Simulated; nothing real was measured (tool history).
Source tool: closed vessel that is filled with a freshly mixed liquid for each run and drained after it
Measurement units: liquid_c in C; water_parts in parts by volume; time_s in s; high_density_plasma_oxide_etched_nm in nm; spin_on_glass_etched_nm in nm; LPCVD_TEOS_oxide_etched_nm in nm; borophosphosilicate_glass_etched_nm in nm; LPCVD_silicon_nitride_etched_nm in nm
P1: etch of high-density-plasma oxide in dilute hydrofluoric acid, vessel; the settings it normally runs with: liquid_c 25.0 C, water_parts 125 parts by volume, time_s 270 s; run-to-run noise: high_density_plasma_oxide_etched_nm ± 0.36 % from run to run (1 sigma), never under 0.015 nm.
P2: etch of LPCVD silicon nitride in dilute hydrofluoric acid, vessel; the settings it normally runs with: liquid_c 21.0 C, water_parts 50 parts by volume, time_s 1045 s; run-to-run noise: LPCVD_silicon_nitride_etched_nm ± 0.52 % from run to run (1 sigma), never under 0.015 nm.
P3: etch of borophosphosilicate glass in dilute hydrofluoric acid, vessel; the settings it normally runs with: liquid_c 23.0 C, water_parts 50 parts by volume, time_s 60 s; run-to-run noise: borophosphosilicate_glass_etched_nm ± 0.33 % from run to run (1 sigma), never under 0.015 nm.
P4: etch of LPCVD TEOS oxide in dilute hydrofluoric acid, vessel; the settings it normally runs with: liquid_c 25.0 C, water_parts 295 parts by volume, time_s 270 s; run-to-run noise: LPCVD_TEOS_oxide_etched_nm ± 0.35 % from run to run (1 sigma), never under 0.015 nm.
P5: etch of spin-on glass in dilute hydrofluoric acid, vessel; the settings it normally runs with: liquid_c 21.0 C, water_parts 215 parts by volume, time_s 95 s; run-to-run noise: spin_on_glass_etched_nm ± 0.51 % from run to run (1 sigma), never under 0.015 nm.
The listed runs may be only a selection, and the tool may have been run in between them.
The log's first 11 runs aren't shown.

run   hour  process  liquid_c  water_parts  time_s  hours since the thermometer was replaced  hours since the hydrofluoric acid flow meter was replaced  high_density_plasma_oxide_etched_nm  spin_on_glass_etched_nm  LPCVD_TEOS_oxide_etched_nm  borophosphosilicate_glass_etched_nm  LPCVD_silicon_nitride_etched_nm
 12   75.7       P1      21.0          125     270                                    1209.0                                                      487.6                               9.5308
 13   80.9       P5      21.0          105      95                                    1214.2                                                      492.8                                                       17.0110
      82.6  -- thermometer replaced
 14   85.4       P1      25.0          125     270                                       2.9                                                      497.3                              11.0780
 15   92.6       P4      25.0          110     270                                      10.1                                                      504.5                                                                                   106.260
 16   96.7       P2      21.0           20    1045                                      14.2                                                      508.6                                                                                                                                                         18.9810
 17  103.7       P2      26.0           50    1045                                      21.2                                                      515.6                                                                                                                                                         10.9030
 18  111.7       P2      21.0           50    1045                                      29.2                                                      523.6                                                                                                                                                          7.8600
 19  119.0       P1      25.0          125     270                                      36.5                                                      530.9                              11.1320
     122.1  -- hydrofluoric acid flow meter replaced
 20  126.7       P5      29.5          215      95                                      44.2                                                        4.6                                                        9.9932
 21  134.6       P4      25.0          295     270                                      52.1                                                       12.5                                                                                    32.218
 22  139.3       P3      31.5           50      60                                      56.8                                                       17.2                                                                                                                         97.008
 23  144.0       P2      21.0           50     530                                      61.5                                                       21.9                                                                                                                                                          3.9829
 24  151.7       P1      25.0           70     270                                      69.2                                                       29.6                              21.2220
 25  160.5       P5      21.0          215      95                                      78.0                                                       38.4                                                        7.3986
 26  167.7       P1      32.0          125     270                                      85.2                                                       45.6                              14.4440
 27  171.7       P4      25.0          295     270                                      89.2                                                       49.6                                                                                    32.209
 28  178.6       P1      25.0          125     270                                      96.1                                                       56.5                              11.1580
 29  184.7       P3      23.0           80      60                                     102.2                                                       62.6                                                                                                                         41.454
 30  190.9       P1      25.0          125     515                                     108.4                                                       68.8                              21.0720
 31  199.9       P1      25.0          125     270                                     117.4                                                       77.8                              11.1100
 32  205.0       P1      25.0          125     270                                     122.5                                                       82.9                              10.8250
 33  213.5       P1      25.0          125     270                                     131.0                                                       91.4                              10.6420

Expected results for the next run?
 34  222.0       P1      25.0          125     270                                     139.5                                                       99.9                                    ?

{"run 34": {"high_density_plasma_oxide_etched_nm": 10.403}}
